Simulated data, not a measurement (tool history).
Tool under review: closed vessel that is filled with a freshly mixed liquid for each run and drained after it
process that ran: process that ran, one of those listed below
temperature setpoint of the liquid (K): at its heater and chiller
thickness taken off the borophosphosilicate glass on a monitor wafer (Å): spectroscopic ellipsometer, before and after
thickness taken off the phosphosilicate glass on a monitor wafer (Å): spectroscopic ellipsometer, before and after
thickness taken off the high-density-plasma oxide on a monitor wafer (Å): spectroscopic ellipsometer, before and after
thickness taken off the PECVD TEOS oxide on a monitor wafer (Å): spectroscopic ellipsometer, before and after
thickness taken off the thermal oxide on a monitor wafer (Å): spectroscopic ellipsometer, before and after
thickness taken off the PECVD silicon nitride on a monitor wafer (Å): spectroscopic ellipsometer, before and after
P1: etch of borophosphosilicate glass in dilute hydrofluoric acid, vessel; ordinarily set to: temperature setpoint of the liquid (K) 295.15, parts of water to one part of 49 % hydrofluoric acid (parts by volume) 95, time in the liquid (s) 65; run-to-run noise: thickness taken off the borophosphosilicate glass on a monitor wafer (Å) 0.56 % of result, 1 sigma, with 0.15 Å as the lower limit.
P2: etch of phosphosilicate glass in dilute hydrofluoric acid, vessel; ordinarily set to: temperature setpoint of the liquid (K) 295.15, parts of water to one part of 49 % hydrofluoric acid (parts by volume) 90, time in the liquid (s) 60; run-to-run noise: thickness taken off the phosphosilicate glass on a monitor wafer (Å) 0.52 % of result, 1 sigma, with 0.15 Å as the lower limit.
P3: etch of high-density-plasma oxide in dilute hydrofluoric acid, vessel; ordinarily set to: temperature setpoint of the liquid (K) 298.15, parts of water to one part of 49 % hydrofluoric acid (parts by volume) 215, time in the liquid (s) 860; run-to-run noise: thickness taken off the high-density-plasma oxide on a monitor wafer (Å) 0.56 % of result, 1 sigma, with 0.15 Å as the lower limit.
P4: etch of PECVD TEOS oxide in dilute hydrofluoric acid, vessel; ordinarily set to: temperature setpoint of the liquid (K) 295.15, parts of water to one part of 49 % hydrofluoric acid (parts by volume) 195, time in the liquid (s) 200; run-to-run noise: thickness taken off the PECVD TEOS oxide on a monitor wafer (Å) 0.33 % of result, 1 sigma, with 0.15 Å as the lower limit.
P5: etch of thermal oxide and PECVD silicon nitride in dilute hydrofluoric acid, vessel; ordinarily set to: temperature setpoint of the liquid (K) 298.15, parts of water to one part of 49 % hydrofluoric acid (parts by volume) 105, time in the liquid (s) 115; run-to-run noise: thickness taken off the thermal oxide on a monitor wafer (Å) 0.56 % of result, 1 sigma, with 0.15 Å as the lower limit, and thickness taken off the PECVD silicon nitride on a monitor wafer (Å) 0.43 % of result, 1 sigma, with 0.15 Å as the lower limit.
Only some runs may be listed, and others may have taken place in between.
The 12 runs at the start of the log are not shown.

| run | day | process that ran | temperature setpoint of the liquid (K) | parts of water to one part of 49 % hydrofluoric acid (parts by volume) | time in the liquid (s) | hours since the thermometer was replaced | hours since the hydrofluoric acid flow meter was replaced | thickness taken off the borophosphosilicate glass on a monitor wafer (Å) | thickness taken off the phosphosilicate glass on a monitor wafer (Å) | thickness taken off the high-density-plasma oxide on a monitor wafer (Å) | thickness taken off the PECVD TEOS oxide on a monitor wafer (Å) | thickness taken off the thermal oxide on a monitor wafer (Å) | thickness taken off the PECVD silicon nitride on a monitor wafer (Å) |
|---|---|---|---|---|---|---|---|---|---|---|---|---|---|
| 13 | 3.404 | P2 | 295.15 | 125 | 60 | 372.9 | 305.2 |  | 253.19 |  |  |  |  |
| 14 | 3.646 | P2 | 295.15 | 90 | 115 | 378.7 | 311.0 |  | 702.07 |  |  |  |  |
| 15 | 3.921 | P3 | 291.15 | 215 | 860 | 385.3 | 317.6 |  |  | 276.490 |  |  |  |
| 16 | 4.162 | P3 | 298.15 | 215 | 45 | 391.1 | 323.4 |  |  | 18.921 |  |  |  |
| 17 | 4.392 | P5 | 298.15 | 25 | 115 | 396.6 | 328.9 |  |  |  |  | 250.020 | 210.310 |
| 18 | 4.642 | P3 | 298.15 | 215 | 860 | 402.6 | 334.9 |  |  | 361.150 |  |  |  |
| 19 | 5.000 | P3 | 298.15 | 100 | 860 | 411.2 | 343.5 |  |  | 889.560 |  |  |  |
| 20 | 5.354 | P1 | 295.15 | 95 | 65 | 419.7 | 352.0 | 337.19 |  |  |  |  |  |
| 21 | 5.533 | P4 | 295.15 | 85 | 200 | 424.0 | 356.3 |  |  |  | 395.54 |  |  |
| 22 | 5.883 | P4 | 300.65 | 195 | 200 | 432.4 | 364.7 |  |  |  | 188.05 |  |  |
| 23 | 6.062 | P5 | 298.15 | 105 | 35 | 436.7 | 369.0 |  |  |  |  | 16.476 | 15.918 |
| 24 | 6.325 | P1 | 295.15 | 95 | 65 | 443.0 | 375.3 | 335.70 |  |  |  |  |  |
| 25 | 6.588 | P2 | 295.15 | 90 | 60 | 449.3 | 381.6 |  | 366.23 |  |  |  |  |
| 26 | 6.929 | P1 | 295.15 | 95 | 65 | 457.5 | 389.8 | 338.50 |  |  |  |  |  |

Run 27 is up next; what results do you expect?
| 27 | 7.100 | P1 | 290.15 | 95 | 65 | 461.6 | 393.9 | ? |  |  |  |  |  |

Logged for run 27: thickness taken off the borophosphosilicate glass on a monitor wafer (Å) 273.37.

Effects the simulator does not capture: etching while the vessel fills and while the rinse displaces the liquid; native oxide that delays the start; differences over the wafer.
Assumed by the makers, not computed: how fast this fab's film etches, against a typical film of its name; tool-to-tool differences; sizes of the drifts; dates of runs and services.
